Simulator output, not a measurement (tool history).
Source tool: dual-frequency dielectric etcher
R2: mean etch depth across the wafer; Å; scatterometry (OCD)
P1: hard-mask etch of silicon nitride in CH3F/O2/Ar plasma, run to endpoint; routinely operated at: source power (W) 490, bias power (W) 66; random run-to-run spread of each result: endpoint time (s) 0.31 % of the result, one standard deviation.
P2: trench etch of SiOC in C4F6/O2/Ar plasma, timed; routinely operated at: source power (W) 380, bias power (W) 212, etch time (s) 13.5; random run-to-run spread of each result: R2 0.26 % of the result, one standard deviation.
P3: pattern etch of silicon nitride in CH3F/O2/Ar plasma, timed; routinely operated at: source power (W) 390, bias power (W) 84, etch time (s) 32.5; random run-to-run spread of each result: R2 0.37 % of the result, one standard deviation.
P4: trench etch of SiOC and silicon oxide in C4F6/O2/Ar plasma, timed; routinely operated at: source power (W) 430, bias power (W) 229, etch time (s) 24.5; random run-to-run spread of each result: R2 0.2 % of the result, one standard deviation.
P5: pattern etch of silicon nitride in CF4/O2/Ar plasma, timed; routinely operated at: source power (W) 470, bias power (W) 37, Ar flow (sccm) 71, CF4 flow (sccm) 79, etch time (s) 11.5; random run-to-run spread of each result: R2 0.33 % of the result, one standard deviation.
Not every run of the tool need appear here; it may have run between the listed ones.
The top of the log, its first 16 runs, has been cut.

Run 17, day 3.283: process that ran P3, source power (W) 390, bias power (W) 84, etch time (s) 21. Result: R2 152.78 Å.
Run 18, day 3.433: process that ran P1, source power (W) 490, bias power (W) 66. Result: endpoint time (s) 52.371.
Run 19, day 3.7: process that ran P1, source power (W) 630, bias power (W) 42. Result: endpoint time (s) 54.603.
Run 20, day 3.95: process that ran P3, source power (W) 250, bias power (W) 84, etch time (s) 32.5. Result: R2 200.98 Å.
Run 21, day 4.138: process that ran P5, source power (W) 470, bias power (W) 37, Ar flow (sccm) 44, CF4 flow (sccm) 79, etch time (s) 11.5. Result: R2 200.67 Å.
Run 22, day 4.312: process that ran P5, source power (W) 470, bias power (W) 22, Ar flow (sccm) 71, CF4 flow (sccm) 79, etch time (s) 11.5. Result: R2 161.48 Å.
Run 23, day 4.588: process that ran P1, source power (W) 490, bias power (W) 49. Result: endpoint time (s) 57.703.
Run 24, day 4.758: process that ran P1, source power (W) 300, bias power (W) 66. Result: endpoint time (s) 63.682.
Run 25, day 5.008: process that ran P1, source power (W) 490, bias power (W) 85. Result: endpoint time (s) 48.117.
At day 5.033: source power generator calibrated.
Run 26, day 5.162: process that ran P5, source power (W) 470, bias power (W) 37, Ar flow (sccm) 71, CF4 flow (sccm) 59, etch time (s) 11.5. Result: R2 183.23 Å.
Run 27, day 5.325: process that ran P1, source power (W) 490, bias power (W) 66. Result: endpoint time (s) 52.56.
Run 28, day 5.475: process that ran P2, source power (W) 380, bias power (W) 212, etch time (s) 19.5. Result: R2 427.51 Å.

Run 29, settings as shown, results not yet in. Your forecast:
Run 29, day 5.742: process that ran P4, source power (W) 430, bias power (W) 147, etch time (s) 24.5. Result: R2 ?.

Run 29 produced R2 481.47 Å.

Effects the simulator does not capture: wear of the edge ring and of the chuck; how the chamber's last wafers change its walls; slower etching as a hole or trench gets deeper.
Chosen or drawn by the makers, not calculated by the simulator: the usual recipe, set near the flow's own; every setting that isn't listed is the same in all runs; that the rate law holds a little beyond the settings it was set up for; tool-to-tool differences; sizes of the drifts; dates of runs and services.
